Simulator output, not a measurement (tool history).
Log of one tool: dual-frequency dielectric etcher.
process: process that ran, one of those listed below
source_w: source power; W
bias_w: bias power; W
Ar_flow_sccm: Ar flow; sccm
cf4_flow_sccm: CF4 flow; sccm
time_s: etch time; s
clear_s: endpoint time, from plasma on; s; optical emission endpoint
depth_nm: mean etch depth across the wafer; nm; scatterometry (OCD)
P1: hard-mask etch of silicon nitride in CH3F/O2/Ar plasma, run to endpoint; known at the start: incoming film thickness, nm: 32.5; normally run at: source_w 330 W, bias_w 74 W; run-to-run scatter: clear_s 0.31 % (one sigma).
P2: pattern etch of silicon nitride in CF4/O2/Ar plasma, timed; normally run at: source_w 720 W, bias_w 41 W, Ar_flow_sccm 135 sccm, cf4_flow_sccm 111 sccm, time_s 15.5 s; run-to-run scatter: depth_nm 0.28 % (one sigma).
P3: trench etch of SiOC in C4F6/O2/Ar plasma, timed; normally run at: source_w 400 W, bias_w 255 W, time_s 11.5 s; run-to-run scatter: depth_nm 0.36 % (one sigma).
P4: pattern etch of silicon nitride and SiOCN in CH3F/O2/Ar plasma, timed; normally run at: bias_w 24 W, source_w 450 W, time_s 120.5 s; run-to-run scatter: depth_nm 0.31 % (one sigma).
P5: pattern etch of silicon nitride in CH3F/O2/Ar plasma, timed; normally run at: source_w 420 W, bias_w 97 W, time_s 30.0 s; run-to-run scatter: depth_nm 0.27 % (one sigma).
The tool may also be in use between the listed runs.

run     day  process  source_w  bias_w  Ar_flow_sccm  cf4_flow_sccm  time_s  hours since the last wet clean  hours since the last source power generator calibration  hours since the last bias power generator calibration  clear_s  depth_nm
  1   0.612       P1       330      74                                                                304.4                                                   1650.0                                                 2113.3   49.879
  2   0.992       P1       330      58                                                                313.5                                                   1659.1                                                 2122.4   54.325
  3   1.700       P2       720      41           135            138    15.5                           330.5                                                   1676.1                                                 2139.4             39.344
  4   2.375       P2       720      41           135            111    15.5                           346.7                                                   1692.3                                                 2155.6             37.902
  5   2.871       P1       390      74                                                                358.6                                                   1704.2                                                 2167.5   46.665
  6   3.296       P4       450      24                                120.5                           368.8                                                   1714.4                                                 2177.7             16.470
  7   3.750       P2       720      41           172            111    15.5                           379.7                                                   1725.3                                                 2188.6             36.642
  8   4.325       P1       330     102                                                                393.5                                                   1739.1                                                 2202.4   44.370
  9   4.696       P5       420      97                                 30.0                           402.4                                                   1748.0                                                 2211.3             23.509
 10   5.358       P1       330      74                                                                418.3                                                   1763.9                                                 2227.2   49.661
 11   5.896       P5       420      97                                 18.5                           431.2                                                   1776.8                                                 2240.1             14.514
 12   6.225       P1       330      74                                                                439.1                                                   1784.7                                                 2248.0   49.742
 13   6.808       P1       430      48                                                                453.1                                                   1798.7                                                 2262.0   51.838
 14   7.217       P2       720      41           135            111    20.0                           462.9                                                   1808.5                                                 2271.8             48.997
 15   7.846       P3       270     255                                 11.5                           478.0                                                   1823.6                                                 2286.9             22.773
 16   8.162       P5       550      97                                 30.0                           485.6                                                   1831.2                                                 2294.5             26.050
 17   8.696       P2       990      41           135            111    15.5                           498.4                                                   1844.0                                                 2307.3             50.432
 18   9.175       P1       330      74                                                                509.9                                                   1855.5                                                 2318.8   49.729
 19   9.550       P1       330      74                                                                518.9                                                   1864.5                                                 2327.8   49.713
 20  10.142       P1       260      74                                                                533.1                                                   1878.7                                                 2342.0   54.925
 21  10.529       P4       540      24                                120.5                           542.4                                                   1888.0                                                 2351.3             17.506
 22  10.929       P1       330      74                                                                552.0                                                   1897.6                                                 2360.9   49.678
 23  11.412       P4       450      24                                156.0                           563.6                                                   1909.2                                                 2372.5             21.441
 24  11.754       P3       400     170                                 11.5                           571.8                                                   1917.4                                                 2380.7             23.043
 25  12.425       P1       330      74                                                                587.9                                                   1933.5                                                 2396.8   50.119
     12.821  -- wet clean of the chamber
 26  12.954       P4       450      19                                120.5                             3.2                                                   1946.2                                                 2409.5             14.988
 27  13.271       P3       400     255                                  8.5                            10.8                                                   1953.8                                                 2417.1             19.479
 28  13.792       P3       400     255                                 11.5                            23.3                                                   1966.3                                                 2429.6             26.417
 29  14.479       P2       720      51           135            111    15.5                            39.8                                                   1982.8                                                 2446.1             41.070
 30  14.829       P3       400     255                                 11.5                            48.2                                                   1991.2                                                 2454.5             26.479
 31  15.325       P4       450      24                                120.5                            60.1                                                   2003.1                                                 2466.4             16.547
 32  15.688       P5       420     118                                 30.0                            68.8                                                   2011.8                                                 2475.1             25.361
 33  16.088       P1       330      74                                                                 78.4                                                   2021.4                                                 2484.7   49.792
 34  16.450       P1       330      74                                                                 87.1                                                   2030.1                                                 2493.4   50.067
 35  16.817       P1       330      74                                                                 95.9                                                   2038.9                                                 2502.2   50.381
 36  17.517       P1       330      74                                                                112.7                                                   2055.7                                                 2519.0   50.213

Run 37 comes next. What will it give?
 37  18.217       P1       330      74                                                                129.5                                                   2072.5                                                 2535.8        ?

clear_s: 50.702 s
